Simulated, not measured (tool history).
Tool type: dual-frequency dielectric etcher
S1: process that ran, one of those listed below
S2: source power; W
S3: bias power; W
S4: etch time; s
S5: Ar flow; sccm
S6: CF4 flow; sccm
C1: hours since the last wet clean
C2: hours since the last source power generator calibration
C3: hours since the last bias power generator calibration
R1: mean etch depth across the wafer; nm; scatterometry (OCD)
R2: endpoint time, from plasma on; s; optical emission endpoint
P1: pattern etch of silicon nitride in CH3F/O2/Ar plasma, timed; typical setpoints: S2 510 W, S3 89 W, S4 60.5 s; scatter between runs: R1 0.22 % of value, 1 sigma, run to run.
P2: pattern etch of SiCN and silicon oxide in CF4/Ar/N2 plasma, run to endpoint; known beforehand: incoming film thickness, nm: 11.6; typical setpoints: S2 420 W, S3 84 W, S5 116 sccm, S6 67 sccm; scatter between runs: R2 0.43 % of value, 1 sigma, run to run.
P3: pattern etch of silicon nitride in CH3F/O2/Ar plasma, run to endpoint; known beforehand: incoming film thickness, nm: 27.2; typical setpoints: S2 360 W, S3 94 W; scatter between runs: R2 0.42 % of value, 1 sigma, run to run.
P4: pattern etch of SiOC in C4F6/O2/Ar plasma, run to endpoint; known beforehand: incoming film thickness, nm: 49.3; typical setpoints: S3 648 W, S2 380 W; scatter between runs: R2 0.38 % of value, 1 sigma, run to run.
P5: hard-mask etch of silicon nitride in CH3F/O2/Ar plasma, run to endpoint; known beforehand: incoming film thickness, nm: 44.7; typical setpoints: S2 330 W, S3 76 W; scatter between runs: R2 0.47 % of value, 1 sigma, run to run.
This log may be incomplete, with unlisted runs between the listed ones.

run,day,S1,S2,S3,S4,S5,S6,C1,C2,C3,R1,R2
1,0.158,P1,510,89,60.5,,,261.2,348.6,1427.8,49.981,
2,0.317,P5,390,76,,,,265,352.4,1431.6,,62.469
3,0.55,P4,380,648,,,,270.6,358,1437.2,,14.815
4,0.812,P1,510,89,85.5,,,276.9,364.3,1443.5,70.693,
5,1.054,P1,510,89,60.5,,,282.7,370.1,1449.3,50.092,
6,1.321,P1,330,89,60.5,,,289.1,376.5,1455.7,42.658,
7,1.483,P3,440,94,,,,293,380.4,1459.6,,33.46
8,1.733,P3,360,60,,,,299,386.4,1465.6,,42.541
9,2.042,P1,510,89,45.5,,,306.4,393.8,1473,37.707,
10,2.238,P1,510,54,60.5,,,311.1,398.5,1477.7,42.382,
11,2.483,P1,630,89,60.5,,,317,404.4,1483.6,54.411,
12,2.771,P5,330,76,,,,323.9,411.3,1490.5,,66.671
13,2.942,P2,420,84,,116,67,328,415.4,1494.6,,14.053
14,3.146,P2,420,67,,116,67,332.9,420.3,1499.5,,15.171
15,3.304,P1,340,89,45.5,,,336.7,424.1,1503.3,32.357,
16,3.488,P5,330,45,,,,341.1,428.5,1507.7,,79.336
17,3.788,P1,670,89,41,,,348.3,435.7,1514.9,37.572,
18,4.046,P4,500,648,,,,354.5,441.9,1521.1,,13.432
19,4.296,P5,330,76,,,,360.5,447.9,1527.1,,67.254
20,4.5,P2,420,84,,116,88,365.4,452.8,1532,,13.46
21,4.812,P1,510,89,60.5,,,372.9,460.3,1539.5,50.033,
22,5.042,P1,400,89,84,,,378.4,465.8,1545,63.609,
23,5.212,P1,510,109,60.5,,,382.5,469.9,1549.1,53.822,
24,5.492,P1,510,89,60.5,,,389.2,476.6,1555.8,50.243,
25,5.733,P2,270,84,,116,67,395,482.4,1561.6,,20.573
26,5.983,P2,420,84,,162,67,401,488.4,1567.6,,14.822
27,6.183,P3,360,94,,,,405.8,493.2,1572.4,,36.248
28,6.408,P4,380,648,,,,411.2,498.6,1577.8,,14.869
29,6.625,P3,360,94,,,,416.4,503.8,1583,,36.275
30,6.771,P4,380,504,,,,419.9,507.3,1586.5,,16.383
31,6.954,P1,510,89,60.5,,,424.3,511.7,1590.9,50.216,
32,7.183,P1,510,89,60.5,,,429.8,517.2,1596.4,50.159,
33,7.362,P1,510,89,60.5,,,434.1,521.5,1600.7,50.136,
34,7.588,P1,510,89,60.5,,,439.5,526.9,1606.1,49.717,
35,7.871,P1,510,89,60.5,,,446.3,533.7,1612.9,49.421,
36,8.071,P1,510,89,60.5,,,451.1,538.5,1617.7,49.314,
# day 8.308: wet clean of the chamber
37,8.388,P1,510,89,60.5,,,2,546.1,1625.3,49.4,
38,8.717,P1,510,89,60.5,,,9.9,554,1633.2,49.215,
39,8.917,P1,510,89,60.5,,,14.7,558.8,1638,49.181,

What P1 gives has crept away from where it was. These 2 causes fit the log equally well, each at the size given:
A: bias power that arrives under what is set, % = 4.83
B: source power that arrives under what is set, % = 4.51
Creep in the process output first set in at about day 7.362.
Ruled out, with reasons:
chamber walls in a state that lowers the etch rate, %: serviced at day 8.308, which brought nothing back

Which of the 4 check runs listed below, each an average over 2 wafers with its results shown as question marks, gives clearly different results under the different listed causes?
check 1,9.117,P3,360,70,,,,,,,,?
check 2,9.117,P2,420,84,,145,67,,,,,?
check 3,9.117,P4,440,550,,,,,,,,?
check 4,9.117,P5,330,49,,,,,,,,?

Outcome of each check run for each possible cause:
check,result,if A,if B
check 1,R2,40.877,40.901
check 2,R2,14.77,15.096
check 3,R2,15.273,15.248
check 4,R2,78.927,79.109
How far apart the two closest causes lie, in the result that separates them most: check 1 0.06 %; check 2 2.18 %; check 3 0.16 %; check 4 0.23 %
Check 2 distinguishes between the causes, while the remaining checks would return nearly the same result for all of them.

The results of check 2 are: R2 14.707 s. Based on these, which of the listed causes is it?

The cause is A: bias power that arrives under what is set, %.
